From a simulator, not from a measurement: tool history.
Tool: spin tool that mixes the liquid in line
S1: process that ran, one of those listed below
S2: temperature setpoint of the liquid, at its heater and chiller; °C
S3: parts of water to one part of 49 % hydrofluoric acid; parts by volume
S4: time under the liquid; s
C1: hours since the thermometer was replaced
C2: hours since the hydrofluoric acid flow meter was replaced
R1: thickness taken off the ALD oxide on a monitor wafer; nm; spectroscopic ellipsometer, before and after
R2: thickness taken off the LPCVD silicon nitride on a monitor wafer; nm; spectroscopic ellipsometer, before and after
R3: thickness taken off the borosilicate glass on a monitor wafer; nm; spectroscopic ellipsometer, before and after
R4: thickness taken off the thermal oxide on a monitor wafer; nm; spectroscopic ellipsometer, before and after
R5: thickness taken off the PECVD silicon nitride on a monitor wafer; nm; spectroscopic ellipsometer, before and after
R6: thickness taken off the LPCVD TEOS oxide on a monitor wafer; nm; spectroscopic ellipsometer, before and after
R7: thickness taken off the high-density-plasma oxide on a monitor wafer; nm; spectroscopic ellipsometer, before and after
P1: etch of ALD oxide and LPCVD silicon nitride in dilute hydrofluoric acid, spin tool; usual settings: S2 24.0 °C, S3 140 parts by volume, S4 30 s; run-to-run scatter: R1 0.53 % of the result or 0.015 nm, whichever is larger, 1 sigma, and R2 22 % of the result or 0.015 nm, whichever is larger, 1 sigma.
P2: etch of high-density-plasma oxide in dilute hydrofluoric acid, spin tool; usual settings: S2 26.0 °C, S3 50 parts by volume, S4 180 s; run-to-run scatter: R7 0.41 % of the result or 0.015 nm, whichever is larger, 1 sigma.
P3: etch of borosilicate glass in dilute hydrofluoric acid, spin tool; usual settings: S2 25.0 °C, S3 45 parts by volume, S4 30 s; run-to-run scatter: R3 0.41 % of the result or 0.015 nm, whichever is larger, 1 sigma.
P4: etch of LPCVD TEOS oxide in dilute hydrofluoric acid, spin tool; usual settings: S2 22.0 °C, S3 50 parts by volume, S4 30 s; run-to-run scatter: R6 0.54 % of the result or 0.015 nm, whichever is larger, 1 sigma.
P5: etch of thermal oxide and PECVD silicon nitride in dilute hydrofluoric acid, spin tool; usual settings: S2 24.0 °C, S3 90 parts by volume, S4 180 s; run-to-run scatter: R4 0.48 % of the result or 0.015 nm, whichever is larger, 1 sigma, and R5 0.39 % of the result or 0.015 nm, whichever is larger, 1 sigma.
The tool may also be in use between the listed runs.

run 1 hour=5.6 | S1=P1 S2=24.0 S3=140 S4=30 | C1=412.6 C2=980.6 | R1=5.6156 R2=0.114260
run 2 hour=9.9 | S1=P1 S2=24.0 S3=140 S4=30 | C1=416.9 C2=984.9 | R1=5.6853 R2=0.061712
run 3 hour=16.0 | S1=P3 S2=25.0 S3=45 S4=15 | C1=423.0 C2=991.0 | R3=7.9291
run 4 hour=21.6 | S1=P1 S2=17.0 S3=215 S4=30 | C1=428.6 C2=996.6 | R1=2.5578 R2=0.028648
run 5 hour=25.4 | S1=P1 S2=24.0 S3=140 S4=45 | C1=432.4 C2=1000.4 | R1=8.3787 R2=0.167880
run 6 hour=30.1 | S1=P5 S2=24.0 S3=90 S4=320 | C1=437.1 C2=1005.1 | R4=17.3890 R5=17.1860
run 7 hour=36.4 | S1=P4 S2=22.0 S3=20 S4=30 | C1=443.4 C2=1011.4 | R6=66.061
run 8 hour=41.4 | S1=P5 S2=24.0 S3=90 S4=180 | C1=448.4 C2=1016.4 | R4=9.7483 R5=9.6219
run 9 hour=45.4 | S1=P1 S2=20.5 S3=240 S4=30 | C1=452.4 C2=1020.4 | R1=2.5726 R2=0.030091
run 10 hour=48.3 | S1=P1 S2=24.0 S3=140 S4=15 | C1=455.3 C2=1023.3 | R1=2.8084 R2=0.048756
run 11 hour=53.0 | S1=P1 S2=24.0 S3=195 S4=30 | C1=460.0 C2=1028.0 | R1=3.7639 R2=0.086146
run 12 hour=58.3 | S1=P1 S2=24.0 S3=140 S4=30 | C1=465.3 C2=1033.3 | R1=5.6266 R2=0.099379
run 13 hour=63.3 | S1=P5 S2=17.0 S3=90 S4=180 | C1=470.3 C2=1038.3 | R4=7.3545 R5=5.9428
run 14 hour=68.5 | S1=P2 S2=31.5 S3=50 S4=180 | C1=475.5 C2=1043.5 | R7=35.151
run 15 hour=72.3 | S1=P4 S2=22.0 S3=50 S4=30 | C1=479.3 C2=1047.3 | R6=25.300
run 16 hour=77.8 | S1=P1 S2=17.5 S3=140 S4=30 | C1=484.8 C2=1052.8 | R1=4.3111 R2=0.017999
run 17 hour=83.7 | S1=P3 S2=20.0 S3=45 S4=30 | C1=490.7 C2=1058.7 | R3=12.8540
run 18 hour=88.7 | S1=P1 S2=24.0 S3=140 S4=30 | C1=495.7 C2=1063.7 | R1=5.6001 R2=0.071329
run 19 hour=94.8 | S1=P3 S2=25.0 S3=80 S4=30 | C1=501.8 C2=1069.8 | R3=8.4281
run 20 hour=98.9 | S1=P1 S2=24.0 S3=30 S4=30 | C1=505.9 C2=1073.9 | R1=29.9090 R2=0.520280

The next listed run, before its measurement:
-- hour=101.7 thermometer replaced
run 21 hour=104.7 | S1=P1 S2=24.0 S3=140 S4=30 | C1=3.1 C2=1079.7 | R1=? R2=?

R1: 5.6348 nm
R2: 0.082707 nm

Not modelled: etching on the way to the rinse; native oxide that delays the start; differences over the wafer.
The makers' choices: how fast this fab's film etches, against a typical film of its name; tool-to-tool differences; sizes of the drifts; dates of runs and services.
